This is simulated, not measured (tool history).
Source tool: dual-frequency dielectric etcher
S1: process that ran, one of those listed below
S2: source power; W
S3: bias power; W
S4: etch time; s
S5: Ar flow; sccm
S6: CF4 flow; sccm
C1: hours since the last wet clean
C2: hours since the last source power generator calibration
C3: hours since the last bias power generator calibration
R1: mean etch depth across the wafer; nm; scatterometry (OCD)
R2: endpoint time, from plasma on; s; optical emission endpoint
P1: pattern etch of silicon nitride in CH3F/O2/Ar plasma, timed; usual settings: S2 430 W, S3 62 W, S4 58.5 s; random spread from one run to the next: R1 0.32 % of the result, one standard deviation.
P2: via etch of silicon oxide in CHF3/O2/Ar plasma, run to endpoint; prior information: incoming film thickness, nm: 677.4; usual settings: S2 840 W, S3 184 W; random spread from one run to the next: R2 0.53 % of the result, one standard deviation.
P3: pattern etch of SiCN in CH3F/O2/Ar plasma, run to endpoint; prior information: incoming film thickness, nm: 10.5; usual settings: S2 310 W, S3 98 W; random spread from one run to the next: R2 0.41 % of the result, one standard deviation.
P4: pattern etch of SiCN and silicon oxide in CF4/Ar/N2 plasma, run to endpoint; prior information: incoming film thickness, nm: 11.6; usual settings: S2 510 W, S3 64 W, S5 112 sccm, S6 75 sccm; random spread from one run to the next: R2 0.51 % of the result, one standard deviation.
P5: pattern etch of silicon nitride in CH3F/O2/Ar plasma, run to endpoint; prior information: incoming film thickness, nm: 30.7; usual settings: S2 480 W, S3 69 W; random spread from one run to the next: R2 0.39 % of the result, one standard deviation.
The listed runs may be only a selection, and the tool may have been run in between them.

| run | hour | S1 | S2 | S3 | S4 | S5 | S6 | C1 | C2 | C3 | R1 | R2 |
|---|---|---|---|---|---|---|---|---|---|---|---|---|
| 1 | 6.5 | P1 | 430 | 62 | 58.5 |  |  | 289.2 | 1201.2 | 1483.9 | 40.545 |  |
| 2 | 13.8 | P4 | 670 | 64 |  | 112 | 75 | 296.5 | 1208.5 | 1491.2 |  | 9.9167 |
| 3 | 20.8 | P1 | 430 | 62 | 58.5 |  |  | 303.5 | 1215.5 | 1498.2 | 40.37 |  |
| 4 | 27.1 | P1 | 430 | 41 | 58.5 |  |  | 309.8 | 1221.8 | 1504.5 | 35.393 |  |
| 5 | 31.2 | P1 | 340 | 62 | 58.5 |  |  | 313.9 | 1225.9 | 1508.6 | 36.944 |  |
| 6 | 37.3 | P4 | 510 | 64 |  | 87 | 75 | 320 | 1232 | 1514.7 |  | 12.22 |
| 7 | 41.2 | P1 | 510 | 86 | 58.5 |  |  | 323.9 | 1235.9 | 1518.6 | 48.541 |  |
|  | 41.4 | bias power generator calibrated |
| 8 | 47 | P2 | 840 | 184 |  |  |  | 329.7 | 1241.7 | 5.7 |  | 309.54 |
| 9 | 52.9 | P3 | 310 | 98 |  |  |  | 335.6 | 1247.6 | 11.6 |  | 27.196 |
| 10 | 58.6 | P1 | 430 | 62 | 75.5 |  |  | 341.3 | 1253.3 | 17.3 | 52.268 |  |
| 11 | 62.9 | P3 | 310 | 124 |  |  |  | 345.6 | 1257.6 | 21.6 |  | 24.979 |
| 12 | 67.1 | P1 | 430 | 83 | 38 |  |  | 349.8 | 1261.8 | 25.8 | 29.094 |  |
| 13 | 72.8 | P1 | 430 | 62 | 58.5 |  |  | 355.5 | 1267.5 | 31.5 | 40.568 |  |
| 14 | 77.4 | P1 | 430 | 62 | 58.5 |  |  | 360.1 | 1272.1 | 36.1 | 40.19 |  |
| 15 | 82.6 | P3 | 310 | 98 |  |  |  | 365.3 | 1277.3 | 41.3 |  | 27.102 |
| 16 | 89.2 | P2 | 840 | 148 |  |  |  | 371.9 | 1283.9 | 47.9 |  | 335.86 |
| 17 | 93.4 | P3 | 210 | 98 |  |  |  | 376.1 | 1288.1 | 52.1 |  | 31.269 |
| 18 | 99.1 | P5 | 660 | 69 |  |  |  | 381.8 | 1293.8 | 57.8 |  | 37.176 |
| 19 | 105.4 | P5 | 480 | 69 |  |  |  | 388.1 | 1300.1 | 64.1 |  | 42.326 |
| 20 | 111.7 | P5 | 480 | 87 |  |  |  | 394.4 | 1306.4 | 70.4 |  | 38.993 |
| 21 | 119 | P1 | 430 | 62 | 35.5 |  |  | 401.7 | 1313.7 | 77.7 | 24.479 |  |
| 22 | 124.6 | P4 | 510 | 64 |  | 112 | 75 | 407.3 | 1319.3 | 83.3 |  | 12.635 |
| 23 | 130.6 | P4 | 510 | 50 |  | 112 | 75 | 413.3 | 1325.3 | 89.3 |  | 13.737 |
| 24 | 134.5 | P4 | 510 | 64 |  | 112 | 75 | 417.2 | 1329.2 | 93.2 |  | 12.623 |
| 25 | 141.4 | P4 | 510 | 64 |  | 112 | 57 | 424.1 | 1336.1 | 100.1 |  | 13.291 |
| 26 | 145.6 | P5 | 480 | 69 |  |  |  | 428.3 | 1340.3 | 104.3 |  | 41.824 |
| 27 | 149 | P1 | 430 | 76 | 58.5 |  |  | 431.7 | 1343.7 | 107.7 | 43.153 |  |
| 28 | 155.1 | P1 | 520 | 62 | 58.5 |  |  | 437.8 | 1349.8 | 113.8 | 43.4 |  |
| 29 | 159.5 | P2 | 840 | 184 |  |  |  | 442.2 | 1354.2 | 118.2 |  | 311.57 |
| 30 | 164.4 | P1 | 510 | 62 | 41 |  |  | 447.1 | 1359.1 | 123.1 | 30.15 |  |
| 31 | 169.2 | P2 | 530 | 184 |  |  |  | 451.9 | 1363.9 | 127.9 |  | 371.66 |
| 32 | 176.5 | P1 | 430 | 62 | 58.5 |  |  | 459.2 | 1371.2 | 135.2 | 40.448 |  |
| 33 | 180.9 | P1 | 430 | 62 | 58.5 |  |  | 463.6 | 1375.6 | 139.6 | 40.932 |  |
| 34 | 187 | P1 | 430 | 62 | 58.5 |  |  | 469.7 | 1381.7 | 145.7 | 41.044 |  |
|  | 190.1 | wet clean of the chamber |
| 35 | 191.6 | P1 | 430 | 62 | 58.5 |  |  | 1.5 | 1386.3 | 150.3 | 41.176 |  |
| 36 | 195.6 | P1 | 430 | 62 | 58.5 |  |  | 5.5 | 1390.3 | 154.3 | 40.845 |  |
| 37 | 202.6 | P1 | 430 | 62 | 58.5 |  |  | 12.5 | 1397.3 | 161.3 | 41.258 |  |
| 38 | 209.3 | P1 | 430 | 62 | 58.5 |  |  | 19.2 | 1404 | 168 | 41.156 |  |

What P1 gives has crept away from where it was. These 2 causes fit the log equally well, each at the size given:
A: source power that arrives over what is set, % = 4.28
B: bias power that arrives over what is set, % = 4.98
At approximately hour 176.5, the process output began to creep.
Each remaining cause and why it is not a fit:
chamber walls in a state that raises the etch rate, %: work on it at hour 190.1, done after the drift set in, did not restore what the process gave before

The list below offers 4 check runs, each averaging the results of 3 wafers, and shows each result as a question mark. For which of them would the listed causes give clearly different results?
| check 1 | 216 | P2 | 840 | 184 |  |  |  |  |  |  |  | ? |
| check 2 | 216 | P4 | 510 | 64 |  | 112 | 75 |  |  |  |  | ? |
| check 3 | 216 | P5 | 480 | 69 |  |  |  |  |  |  |  | ? |
| check 4 | 216 | P3 | 310 | 98 |  |  |  |  |  |  |  | ? |

Expected result of each check under each candidate cause:
| check | result | if A | if B |
|---|---|---|---|
| check 1 | R2 | 305.9 | 305.91 |
| check 2 | R2 | 12.204 | 12.464 |
| check 3 | R2 | 41.523 | 41.509 |
| check 4 | R2 | 26.85 | 26.764 |
Smallest distance between any two causes, each pair judged by its most separating result, in per cent: check 1 0 %; check 2 2.11 %; check 3 0.03 %; check 4 0.32 %
The other checks would show nearly matching results whichever cause is true, so check 2 is the only one that separates the causes.

Check 2 was carried out, with these results: R2 12.191 s. Which of the listed causes is responsible?

It was cause A: source power that arrives over what is set, %.
